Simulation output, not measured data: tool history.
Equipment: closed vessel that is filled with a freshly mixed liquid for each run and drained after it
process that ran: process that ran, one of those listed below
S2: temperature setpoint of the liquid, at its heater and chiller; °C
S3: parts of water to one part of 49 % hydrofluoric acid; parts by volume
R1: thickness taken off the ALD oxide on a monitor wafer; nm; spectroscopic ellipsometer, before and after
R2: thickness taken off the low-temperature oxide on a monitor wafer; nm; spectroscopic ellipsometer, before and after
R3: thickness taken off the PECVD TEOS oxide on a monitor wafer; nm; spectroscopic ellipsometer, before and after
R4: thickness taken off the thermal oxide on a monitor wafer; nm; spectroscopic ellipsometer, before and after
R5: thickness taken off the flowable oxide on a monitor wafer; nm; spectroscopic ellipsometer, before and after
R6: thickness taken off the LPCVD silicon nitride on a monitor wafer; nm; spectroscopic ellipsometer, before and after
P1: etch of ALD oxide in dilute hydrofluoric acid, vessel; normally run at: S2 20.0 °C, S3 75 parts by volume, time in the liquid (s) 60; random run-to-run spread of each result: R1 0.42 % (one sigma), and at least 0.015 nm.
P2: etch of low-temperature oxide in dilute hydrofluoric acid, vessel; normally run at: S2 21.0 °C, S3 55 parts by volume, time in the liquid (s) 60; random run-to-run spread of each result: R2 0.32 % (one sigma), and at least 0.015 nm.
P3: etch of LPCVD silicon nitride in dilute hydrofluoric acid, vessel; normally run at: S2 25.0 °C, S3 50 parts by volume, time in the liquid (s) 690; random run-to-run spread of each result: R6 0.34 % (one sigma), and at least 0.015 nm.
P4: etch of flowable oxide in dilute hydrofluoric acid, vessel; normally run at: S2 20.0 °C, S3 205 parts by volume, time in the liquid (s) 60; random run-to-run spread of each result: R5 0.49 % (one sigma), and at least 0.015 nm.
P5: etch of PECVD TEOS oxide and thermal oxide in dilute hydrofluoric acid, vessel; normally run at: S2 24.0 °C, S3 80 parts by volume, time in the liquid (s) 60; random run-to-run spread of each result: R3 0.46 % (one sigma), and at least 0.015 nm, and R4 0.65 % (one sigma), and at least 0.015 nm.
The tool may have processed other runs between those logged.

{"run": 1, "hour": 8.8, "process that ran": "P1", "S2": 20.0, "S3": 75, "time in the liquid (s)": 60, "R1": 15.298}
{"run": 2, "hour": 15.5, "process that ran": "P2", "S2": 21.0, "S3": 30, "time in the liquid (s)": 60, "R2": 20.664}
{"run": 3, "hour": 23.8, "process that ran": "P5", "S2": 24.0, "S3": 80, "time in the liquid (s)": 60, "R3": 18.673, "R4": 3.4061}
{"run": 4, "hour": 28.5, "process that ran": "P1", "S2": 20.0, "S3": 75, "time in the liquid (s)": 60, "R1": 15.236}
{"run": 5, "hour": 34.3, "process that ran": "P4", "S2": 27.0, "S3": 205, "time in the liquid (s)": 60, "R5": 19.705}
{"run": 6, "hour": 41.1, "process that ran": "P1", "S2": 20.0, "S3": 75, "time in the liquid (s)": 30, "R1": 7.5643}
{"hour": 47.4, "done": "thermometer replaced"}
{"run": 7, "hour": 51.4, "process that ran": "P3", "S2": 25.0, "S3": 50, "time in the liquid (s)": 390, "R6": 4.4089}
{"run": 8, "hour": 60.8, "process that ran": "P4", "S2": 20.0, "S3": 205, "time in the liquid (s)": 30, "R5": 7.5251}
{"run": 9, "hour": 66.3, "process that ran": "P1", "S2": 20.0, "S3": 75, "time in the liquid (s)": 60, "R1": 15.157}
{"run": 10, "hour": 74.1, "process that ran": "P1", "S2": 20.0, "S3": 75, "time in the liquid (s)": 120, "R1": 30.457}
{"run": 11, "hour": 80.4, "process that ran": "P4", "S2": 20.0, "S3": 295, "time in the liquid (s)": 60, "R5": 9.6569}
{"run": 12, "hour": 87.1, "process that ran": "P1", "S2": 20.0, "S3": 75, "time in the liquid (s)": 60, "R1": 15.137}
{"run": 13, "hour": 93.3, "process that ran": "P3", "S2": 25.0, "S3": 50, "time in the liquid (s)": 690, "R6": 7.8346}
{"run": 14, "hour": 98.5, "process that ran": "P5", "S2": 24.0, "S3": 125, "time in the liquid (s)": 60, "R3": 11.344, "R4": 2.1065}
{"run": 15, "hour": 106.1, "process that ran": "P2", "S2": 21.0, "S3": 55, "time in the liquid (s)": 30, "R2": 5.4712}
{"run": 16, "hour": 112.0, "process that ran": "P1", "S2": 20.0, "S3": 30, "time in the liquid (s)": 115, "R1": 76.91}
{"run": 17, "hour": 120.0, "process that ran": "P3", "S2": 18.5, "S3": 50, "time in the liquid (s)": 690, "R6": 4.984}
{"run": 18, "hour": 130.0, "process that ran": "P1", "S2": 24.5, "S3": 75, "time in the liquid (s)": 60, "R1": 18.212}
{"run": 19, "hour": 138.9, "process that ran": "P2", "S2": 21.0, "S3": 55, "time in the liquid (s)": 60, "R2": 10.896}
{"run": 20, "hour": 144.3, "process that ran": "P4", "S2": 20.0, "S3": 205, "time in the liquid (s)": 60, "R5": 15.124}
{"run": 21, "hour": 154.7, "process that ran": "P2", "S2": 21.0, "S3": 55, "time in the liquid (s)": 60, "R2": 10.932}
{"run": 22, "hour": 161.8, "process that ran": "P1", "S2": 27.0, "S3": 20, "time in the liquid (s)": 60, "R1": 82.025}
{"run": 23, "hour": 166.4, "process that ran": "P1", "S2": 17.0, "S3": 75, "time in the liquid (s)": 60, "R1": 13.439}
{"run": 24, "hour": 176.6, "process that ran": "P1", "S2": 20.0, "S3": 75, "time in the liquid (s)": 60, "R1": 15.222}
{"run": 25, "hour": 185.3, "process that ran": "P5", "S2": 24.0, "S3": 80, "time in the liquid (s)": 60, "R3": 18.879, "R4": 3.4173}
{"run": 26, "hour": 190.8, "process that ran": "P4", "S2": 20.0, "S3": 205, "time in the liquid (s)": 60, "R5": 15.12}
{"run": 27, "hour": 200.4, "process that ran": "P3", "S2": 25.0, "S3": 75, "time in the liquid (s)": 690, "R6": 5.234}
{"run": 28, "hour": 210.1, "process that ran": "P5", "S2": 19.5, "S3": 80, "time in the liquid (s)": 60, "R3": 15.453, "R4": 2.8578}
{"run": 29, "hour": 216.0, "process that ran": "P5", "S2": 24.0, "S3": 80, "time in the liquid (s)": 115, "R3": 36.094, "R4": 6.5915}
{"run": 30, "hour": 221.3, "process that ran": "P1", "S2": 20.0, "S3": 75, "time in the liquid (s)": 60, "R1": 15.204}
{"run": 31, "hour": 231.0, "process that ran": "P1", "S2": 20.0, "S3": 105, "time in the liquid (s)": 60, "R1": 10.406}
{"run": 32, "hour": 239.3, "process that ran": "P1", "S2": 20.0, "S3": 45, "time in the liquid (s)": 60, "R1": 26.396}
{"run": 33, "hour": 246.8, "process that ran": "P2", "S2": 26.5, "S3": 55, "time in the liquid (s)": 60, "R2": 13.725}
{"run": 34, "hour": 252.9, "process that ran": "P1", "S2": 23.5, "S3": 75, "time in the liquid (s)": 30, "R1": 8.8117}
{"run": 35, "hour": 261.6, "process that ran": "P1", "S2": 20.0, "S3": 75, "time in the liquid (s)": 60, "R1": 15.31}
{"run": 36, "hour": 268.1, "process that ran": "P1", "S2": 20.0, "S3": 75, "time in the liquid (s)": 60, "R1": 14.71}
{"run": 37, "hour": 277.8, "process that ran": "P1", "S2": 20.0, "S3": 75, "time in the liquid (s)": 60, "R1": 14.607}
{"run": 38, "hour": 283.6, "process that ran": "P1", "S2": 20.0, "S3": 75, "time in the liquid (s)": 60, "R1": 14.286}
{"run": 39, "hour": 290.9, "process that ran": "P1", "S2": 20.0, "S3": 75, "time in the liquid (s)": 60, "R1": 14.157}
{"run": 40, "hour": 296.5, "process that ran": "P1", "S2": 20.0, "S3": 75, "time in the liquid (s)": 60, "R1": 14.174}
{"run": 41, "hour": 305.6, "process that ran": "P1", "S2": 20.0, "S3": 75, "time in the liquid (s)": 60, "R1": 14.14}
{"run": 42, "hour": 312.6, "process that ran": "P1", "S2": 20.0, "S3": 75, "time in the liquid (s)": 60, "R1": 14.17}

P1 no longer gives what it gave before; its output has crept away from where it was. The following 2 causes, each at its listed size, fit the log equally well:
A: hydrofluoric acid flow below the setpoint (%) = 6.01
B: liquid colder than its thermometer reads (K) = 1.61
Onset of the creep was near hour 261.6.

Each of the 4 check runs below uses one wafer; its results are left as question marks. Which run tells the causes apart?
{"run": "check 1", "hour": 319.6, "process that ran": "P4", "S2": 20.0, "S3": 205, "time in the liquid (s)": 60, "R5": "?"}
{"run": "check 2", "hour": 319.6, "process that ran": "P5", "S2": 24.0, "S3": 80, "time in the liquid (s)": 60, "R3": "?", "R4": "?"}
{"run": "check 3", "hour": 319.6, "process that ran": "P2", "S2": 21.0, "S3": 55, "time in the liquid (s)": 60, "R2": "?"}
{"run": "check 4", "hour": 319.6, "process that ran": "P3", "S2": 25.0, "S3": 50, "time in the liquid (s)": 690, "R6": "?"}

Predicted outcomes, by check and by cause:
check=check_1 result=R5 if_A=14.0420 if_B=14.2130
check=check_2 result=R3 if_A=17.479 if_B=17.537
check=check_2 result=R4 if_A=3.2279 if_B=3.2386
check=check_3 result=R2 if_A=10.2530 if_B=10.2360
check=check_4 result=R6 if_A=7.3325 if_B=6.9919
Separation of the two closest causes in each check, using whichever result separates them best: check 1 1.22 %; check 2 0.33 %; check 3 0.17 %; check 4 4.76 %
Of the check runs offered, only check 4 discriminates between the causes; the rest would read about the same regardless of which cause applies.

Running check 4 produced the following: R6 6.9470 nm. Which one of the listed causes fits?

It is B: liquid colder than its thermometer reads (K).

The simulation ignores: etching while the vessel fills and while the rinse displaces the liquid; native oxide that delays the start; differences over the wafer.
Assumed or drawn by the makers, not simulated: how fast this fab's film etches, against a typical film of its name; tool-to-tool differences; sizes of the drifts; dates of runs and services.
